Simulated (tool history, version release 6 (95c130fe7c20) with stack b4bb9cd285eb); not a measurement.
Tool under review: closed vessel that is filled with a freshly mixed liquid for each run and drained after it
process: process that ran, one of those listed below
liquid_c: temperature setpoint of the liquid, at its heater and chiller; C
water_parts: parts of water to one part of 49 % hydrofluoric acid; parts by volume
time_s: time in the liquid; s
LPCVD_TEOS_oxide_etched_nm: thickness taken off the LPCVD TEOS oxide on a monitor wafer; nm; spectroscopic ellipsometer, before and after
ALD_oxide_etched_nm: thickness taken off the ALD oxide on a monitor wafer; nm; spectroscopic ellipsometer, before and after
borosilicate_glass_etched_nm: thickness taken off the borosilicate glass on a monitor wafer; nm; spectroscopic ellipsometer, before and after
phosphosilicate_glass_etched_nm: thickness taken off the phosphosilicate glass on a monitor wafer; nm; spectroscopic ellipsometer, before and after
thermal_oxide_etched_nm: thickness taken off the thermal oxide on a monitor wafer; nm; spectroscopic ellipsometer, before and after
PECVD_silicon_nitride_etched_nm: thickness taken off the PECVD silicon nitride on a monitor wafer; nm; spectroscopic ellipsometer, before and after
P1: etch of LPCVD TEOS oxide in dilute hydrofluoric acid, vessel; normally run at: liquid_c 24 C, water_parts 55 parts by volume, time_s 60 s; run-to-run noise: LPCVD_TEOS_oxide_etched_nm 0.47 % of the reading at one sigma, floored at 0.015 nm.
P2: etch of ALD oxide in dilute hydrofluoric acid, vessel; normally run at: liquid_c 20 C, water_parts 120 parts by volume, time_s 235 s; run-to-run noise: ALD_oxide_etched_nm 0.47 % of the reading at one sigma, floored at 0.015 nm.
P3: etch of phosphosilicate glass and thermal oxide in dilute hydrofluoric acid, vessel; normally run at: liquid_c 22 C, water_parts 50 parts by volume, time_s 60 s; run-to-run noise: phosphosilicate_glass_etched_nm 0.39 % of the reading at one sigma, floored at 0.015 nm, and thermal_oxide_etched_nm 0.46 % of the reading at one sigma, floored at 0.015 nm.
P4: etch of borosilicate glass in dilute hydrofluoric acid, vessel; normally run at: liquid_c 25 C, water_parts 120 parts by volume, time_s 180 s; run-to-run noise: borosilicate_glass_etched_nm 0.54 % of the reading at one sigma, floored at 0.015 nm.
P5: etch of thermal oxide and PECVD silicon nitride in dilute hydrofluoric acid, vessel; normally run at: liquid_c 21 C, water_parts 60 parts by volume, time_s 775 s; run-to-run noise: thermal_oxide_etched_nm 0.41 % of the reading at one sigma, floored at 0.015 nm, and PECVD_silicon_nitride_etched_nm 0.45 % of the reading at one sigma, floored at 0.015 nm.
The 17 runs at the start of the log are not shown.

run	hour	process	liquid_c	water_parts	time_s	hours since the thermometer was replaced	hours since the hydrofluoric acid flow meter was replaced	LPCVD_TEOS_oxide_etched_nm	ALD_oxide_etched_nm	borosilicate_glass_etched_nm	phosphosilicate_glass_etched_nm	thermal_oxide_etched_nm	PECVD_silicon_nitride_etched_nm
18	228.1	P5	21	60	775	1258.2	745					54.248	19.365
19	236.4	P2	20	120	30	1266.5	753.3		4.8786				
20	243.7	P2	17	120	235	1273.8	760.6		33.614				
21	257.1	P1	24	55	60	1287.2	774	59					
22	267.4	P3	25.5	50	60	1297.5	784.3				149.91	6.7186	
23	277	P4	25	120	180	1307.1	793.9			51.934			
24	290.3	P3	22	50	60	1320.4	807.2				128.68	5.8175	
25	300.5	P1	24	55	60	1330.6	817.4	59.619					
26	310.9	P5	21	60	135	1341	827.8					9.4465	3.4209
27	325.3	P1	24	55	115	1355.4	842.2	113.36					
28	333.1	P1	28.5	55	60	1363.2	850	71.252					
29	344.9	P1	32	55	105	1375	861.8	142.88					
30	358.6	P5	21	25	775	1388.7	875.5					136.13	46.011

What does the tool deliver on the next run?
31	370.6	P1	24	55	60	1400.7	887.5	?					

{"run 31": {"LPCVD_TEOS_oxide_etched_nm": 59.463}}

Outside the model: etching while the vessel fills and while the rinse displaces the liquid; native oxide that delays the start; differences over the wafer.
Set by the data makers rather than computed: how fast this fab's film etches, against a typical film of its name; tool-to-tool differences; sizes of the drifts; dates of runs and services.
